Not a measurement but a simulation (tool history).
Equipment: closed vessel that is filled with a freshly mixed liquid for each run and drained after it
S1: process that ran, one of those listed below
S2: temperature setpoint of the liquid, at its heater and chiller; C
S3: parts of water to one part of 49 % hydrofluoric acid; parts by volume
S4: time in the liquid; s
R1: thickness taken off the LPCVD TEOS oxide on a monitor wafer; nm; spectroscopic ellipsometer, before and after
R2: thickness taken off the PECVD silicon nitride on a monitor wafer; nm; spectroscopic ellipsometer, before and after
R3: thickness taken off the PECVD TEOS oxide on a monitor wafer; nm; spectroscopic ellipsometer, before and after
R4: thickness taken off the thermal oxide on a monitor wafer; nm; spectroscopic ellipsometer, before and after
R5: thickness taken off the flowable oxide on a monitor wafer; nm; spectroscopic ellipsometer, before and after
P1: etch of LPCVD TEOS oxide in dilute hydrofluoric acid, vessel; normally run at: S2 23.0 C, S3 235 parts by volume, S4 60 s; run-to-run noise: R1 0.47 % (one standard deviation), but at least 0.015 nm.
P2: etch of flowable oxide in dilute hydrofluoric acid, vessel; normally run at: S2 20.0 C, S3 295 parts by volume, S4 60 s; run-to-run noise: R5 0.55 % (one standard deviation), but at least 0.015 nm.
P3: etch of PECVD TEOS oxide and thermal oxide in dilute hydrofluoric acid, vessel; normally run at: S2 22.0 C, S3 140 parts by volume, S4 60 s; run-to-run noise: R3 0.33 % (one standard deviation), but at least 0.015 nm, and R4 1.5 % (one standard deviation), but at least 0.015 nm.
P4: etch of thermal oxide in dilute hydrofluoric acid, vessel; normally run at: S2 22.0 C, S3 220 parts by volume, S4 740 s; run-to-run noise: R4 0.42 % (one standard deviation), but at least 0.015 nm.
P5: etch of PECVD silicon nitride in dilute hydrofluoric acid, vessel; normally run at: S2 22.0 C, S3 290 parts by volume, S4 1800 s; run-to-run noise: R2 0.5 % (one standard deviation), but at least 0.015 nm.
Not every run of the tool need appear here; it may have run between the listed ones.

run	hour	S1	S2	S3	S4	R1	R2	R3	R4	R5
1	3.2	P1	23.0	235	60	12.3370				
2	6.4	P5	17.0	290	1800		11.160			
3	9.7	P1	23.0	235	60	12.3260				
4	12.8	P3	22.0	140	95			14.3320	2.78420	
5	16.0	P1	17.0	235	60	9.7797				
6	20.6	P1	23.0	360	60	7.1293				
7	23.7	P3	22.0	225	60			5.1580	0.94857	
8	27.4	P1	23.0	235	60	12.2340				
9	32.9	P4	17.0	220	740				10.32400	
10	36.4	P1	23.0	235	30	6.1615				
11	39.6	P5	22.0	290	1800		15.348			
12	43.3	P1	23.0	390	95	10.1370				
13	46.1	P1	30.0	235	60	15.7710				
14	49.1	P2	20.0	65	60					30.7670
15	51.9	P2	20.0	295	60					5.4104
16	56.6	P1	23.0	235	60	12.1600				
17	59.8	P1	23.0	235	60	12.2020				
18	63.5	P4	22.0	220	740				12.58400	
# hour 67.8: hydrofluoric acid flow meter replaced
19	68.2	P1	23.0	85	60	40.2260				
20	72.6	P4	22.0	320	740				7.79090	
21	78.0	P3	22.0	140	60			9.1423	1.71700	
22	82.8	P2	27.5	295	60					7.0645
23	89.1	P1	23.0	235	105	21.5390				
24	95.5	P3	22.0	140	60			9.0726	1.69690	
25	101.4	P2	20.0	295	30					2.7227
26	104.7	P2	20.0	295	60					5.4369
27	108.2	P5	22.0	290	3355		28.646			
28	111.3	P4	22.0	220	210				3.55070	
29	115.6	P3	17.0	140	60			7.3922	1.36280	
30	119.1	P1	23.0	235	60	12.3280				
31	123.8	P5	22.0	515	1800		8.760			
32	130.0	P1	23.0	235	60	12.2410				
33	133.3	P1	23.0	235	60	12.1250				
34	138.1	P1	23.0	235	60	11.9770				

What will run 35 give?
35	140.9	P1	23.0	235	60	?				

Run 35 produced R1 11.8840 nm.
